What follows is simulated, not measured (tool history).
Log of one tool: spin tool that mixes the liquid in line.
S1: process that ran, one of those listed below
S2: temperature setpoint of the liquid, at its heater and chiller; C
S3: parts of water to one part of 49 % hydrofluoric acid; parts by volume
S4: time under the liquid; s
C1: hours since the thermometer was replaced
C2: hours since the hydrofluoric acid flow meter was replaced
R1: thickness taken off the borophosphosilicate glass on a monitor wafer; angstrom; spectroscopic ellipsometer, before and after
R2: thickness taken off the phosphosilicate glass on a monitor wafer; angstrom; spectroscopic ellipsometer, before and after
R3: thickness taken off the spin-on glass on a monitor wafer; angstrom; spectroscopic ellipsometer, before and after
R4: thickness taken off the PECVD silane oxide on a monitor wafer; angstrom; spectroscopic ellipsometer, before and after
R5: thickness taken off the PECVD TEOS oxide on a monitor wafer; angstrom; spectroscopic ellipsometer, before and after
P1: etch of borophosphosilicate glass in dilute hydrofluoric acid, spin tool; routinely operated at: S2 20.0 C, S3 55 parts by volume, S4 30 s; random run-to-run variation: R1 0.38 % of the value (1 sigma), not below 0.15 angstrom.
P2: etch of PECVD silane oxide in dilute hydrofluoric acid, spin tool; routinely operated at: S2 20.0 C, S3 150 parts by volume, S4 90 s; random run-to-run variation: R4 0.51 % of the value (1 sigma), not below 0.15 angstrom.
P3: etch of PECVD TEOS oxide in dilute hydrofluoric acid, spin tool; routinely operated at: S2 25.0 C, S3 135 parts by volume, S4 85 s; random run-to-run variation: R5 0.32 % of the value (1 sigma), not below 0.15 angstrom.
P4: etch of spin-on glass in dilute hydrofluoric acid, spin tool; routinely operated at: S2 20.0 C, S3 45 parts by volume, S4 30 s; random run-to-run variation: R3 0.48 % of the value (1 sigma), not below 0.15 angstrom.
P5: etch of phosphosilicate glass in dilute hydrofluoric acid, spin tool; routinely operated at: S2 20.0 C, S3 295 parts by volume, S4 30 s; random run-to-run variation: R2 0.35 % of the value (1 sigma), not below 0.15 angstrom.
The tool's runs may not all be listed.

run 1 hour=6.1 | S1=P1 S2=20.0 S3=55 S4=30 | C1=1915.9 C2=502.0 | R1=273.49
run 2 hour=12.2 | S1=P5 S2=20.0 S3=295 S4=30 | C1=1922.0 C2=508.1 | R2=107.650
run 3 hour=17.0 | S1=P1 S2=20.0 S3=55 S4=30 | C1=1926.8 C2=512.9 | R1=272.37
run 4 hour=23.7 | S1=P4 S2=20.0 S3=45 S4=30 | C1=1933.5 C2=519.6 | R3=181.040
run 5 hour=32.2 | S1=P1 S2=20.0 S3=55 S4=30 | C1=1942.0 C2=528.1 | R1=272.39
run 6 hour=39.9 | S1=P1 S2=20.0 S3=55 S4=15 | C1=1949.7 C2=535.8 | R1=136.13
run 7 hour=45.2 | S1=P5 S2=20.0 S3=295 S4=55 | C1=1955.0 C2=541.1 | R2=198.140
run 8 hour=53.7 | S1=P1 S2=20.0 S3=55 S4=30 | C1=1963.5 C2=549.6 | R1=271.14
run 9 hour=59.8 | S1=P1 S2=20.0 S3=55 S4=30 | C1=1969.6 C2=555.7 | R1=271.60
run 10 hour=65.0 | S1=P1 S2=20.0 S3=20 S4=30 | C1=1974.8 C2=560.9 | R1=780.99
run 11 hour=69.8 | S1=P2 S2=20.0 S3=150 S4=90 | C1=1979.6 C2=565.7 | R4=116.48
run 12 hour=75.3 | S1=P1 S2=20.0 S3=55 S4=30 | C1=1985.1 C2=571.2 | R1=271.62
run 13 hour=80.7 | S1=P1 S2=27.5 S3=55 S4=30 | C1=1990.5 C2=576.6 | R1=369.63
run 14 hour=86.7 | S1=P3 S2=17.0 S3=135 S4=85 | C1=1996.5 C2=582.6 | R5=127.010
run 15 hour=95.9 | S1=P4 S2=20.0 S3=45 S4=15 | C1=2005.7 C2=591.8 | R3=90.085
run 16 hour=100.5 | S1=P4 S2=20.0 S3=45 S4=30 | C1=2010.3 C2=596.4 | R3=180.730
run 17 hour=105.8 | S1=P1 S2=17.0 S3=55 S4=60 | C1=2015.6 C2=601.7 | R1=480.61
run 18 hour=113.9 | S1=P3 S2=25.0 S3=135 S4=25 | C1=2023.7 C2=609.8 | R5=51.588
run 19 hour=122.7 | S1=P4 S2=28.0 S3=45 S4=30 | C1=2032.5 C2=618.6 | R3=251.310
run 20 hour=128.7 | S1=P4 S2=20.0 S3=20 S4=30 | C1=2038.5 C2=624.6 | R3=419.610
run 21 hour=135.6 | S1=P2 S2=20.0 S3=150 S4=90 | C1=2045.4 C2=631.5 | R4=117.28
run 22 hour=143.0 | S1=P1 S2=17.0 S3=55 S4=30 | C1=2052.8 C2=638.9 | R1=238.77
run 23 hour=149.9 | S1=P3 S2=25.0 S3=135 S4=85 | C1=2059.7 C2=645.8 | R5=174.990
run 24 hour=156.4 | S1=P1 S2=20.0 S3=100 S4=30 | C1=2066.2 C2=652.3 | R1=141.75
run 25 hour=165.6 | S1=P5 S2=20.0 S3=475 S4=30 | C1=2075.4 C2=661.5 | R2=58.289
run 26 hour=172.5 | S1=P3 S2=25.0 S3=60 S4=85 | C1=2082.3 C2=668.4 | R5=427.950
run 27 hour=180.5 | S1=P5 S2=25.0 S3=295 S4=30 | C1=2090.3 C2=676.4 | R2=130.150
run 28 hour=187.1 | S1=P1 S2=20.0 S3=55 S4=55 | C1=2096.9 C2=683.0 | R1=497.82
run 29 hour=193.0 | S1=P5 S2=20.0 S3=295 S4=30 | C1=2102.8 C2=688.9 | R2=108.080
run 30 hour=201.3 | S1=P2 S2=17.0 S3=150 S4=90 | C1=2111.1 C2=697.2 | R4=103.65
run 31 hour=207.2 | S1=P3 S2=25.0 S3=135 S4=85 | C1=2117.0 C2=703.1 | R5=174.950
run 32 hour=215.9 | S1=P2 S2=20.0 S3=90 S4=90 | C1=2125.7 C2=711.8 | R4=209.50
run 33 hour=222.7 | S1=P2 S2=20.0 S3=150 S4=145 | C1=2132.5 C2=718.6 | R4=188.75
run 34 hour=230.8 | S1=P1 S2=20.0 S3=55 S4=30 | C1=2140.6 C2=726.7 | R1=272.72
run 35 hour=235.1 | S1=P1 S2=20.0 S3=55 S4=30 | C1=2144.9 C2=731.0 | R1=270.38
run 36 hour=240.8 | S1=P1 S2=20.0 S3=55 S4=30 | C1=2150.6 C2=736.7 | R1=262.86
run 37 hour=247.8 | S1=P1 S2=20.0 S3=55 S4=30 | C1=2157.6 C2=743.7 | R1=261.23
run 38 hour=254.0 | S1=P1 S2=20.0 S3=55 S4=30 | C1=2163.8 C2=749.9 | R1=259.72
run 39 hour=263.1 | S1=P1 S2=20.0 S3=55 S4=30 | C1=2172.9 C2=759.0 | R1=258.35
run 40 hour=269.3 | S1=P1 S2=20.0 S3=55 S4=30 | C1=2179.1 C2=765.2 | R1=257.22
run 41 hour=279.2 | S1=P1 S2=20.0 S3=55 S4=30 | C1=2189.0 C2=775.1 | R1=256.08
run 42 hour=285.3 | S1=P1 S2=20.0 S3=55 S4=30 | C1=2195.1 C2=781.2 | R1=257.20
run 43 hour=292.4 | S1=P1 S2=20.0 S3=55 S4=30 | C1=2202.2 C2=788.3 | R1=256.45
run 44 hour=298.6 | S1=P1 S2=20.0 S3=55 S4=30 | C1=2208.4 C2=794.5 | R1=256.26

The log shows P1 creeping away from where it was. Any of the 2 causes listed here, at the size stated for it, fits the log just as well as the others:
A: hydrofluoric acid flow below the setpoint (%) = 5.65
B: liquid colder than its thermometer reads (K) = 1.46
The onset of the drift is placed at about hour 230.8.

Of the 4 check runs listed below, each run on one wafer and each result written as a question mark, which would let you distinguish the listed causes because they would give clearly different results?
run check 1 hour=304.8 | S1=P4 S2=27.0 S3=45 S4=30 | R3=?
run check 2 hour=304.8 | S1=P3 S2=17.5 S3=135 S4=55 | R5=?
run check 3 hour=304.8 | S1=P5 S2=23.5 S3=415 S4=30 | R2=?
run check 4 hour=304.8 | S1=P2 S2=17.0 S3=150 S4=90 | R4=?

How each check would come out, cause by cause:
check=check_1 result=R3 if_A=226.540 if_B=227.140
check=check_2 result=R5 if_A=78.526 if_B=78.973
check=check_3 result=R2 if_A=72.061 if_B=74.355
check=check_4 result=R4 if_A=96.860 if_B=97.494
Separation of the two closest causes in each check, using whichever result separates them best: check 1 0.27 %; check 2 0.57 %; check 3 3.13 %; check 4 0.65 %
Of the check runs offered, only check 3 discriminates between the causes; the rest would read about the same regardless of which cause applies.

Running check 3 produced the following: R2 74.165 angstrom. Which one of the listed causes fits?

The cause is B: liquid colder than its thermometer reads (K).

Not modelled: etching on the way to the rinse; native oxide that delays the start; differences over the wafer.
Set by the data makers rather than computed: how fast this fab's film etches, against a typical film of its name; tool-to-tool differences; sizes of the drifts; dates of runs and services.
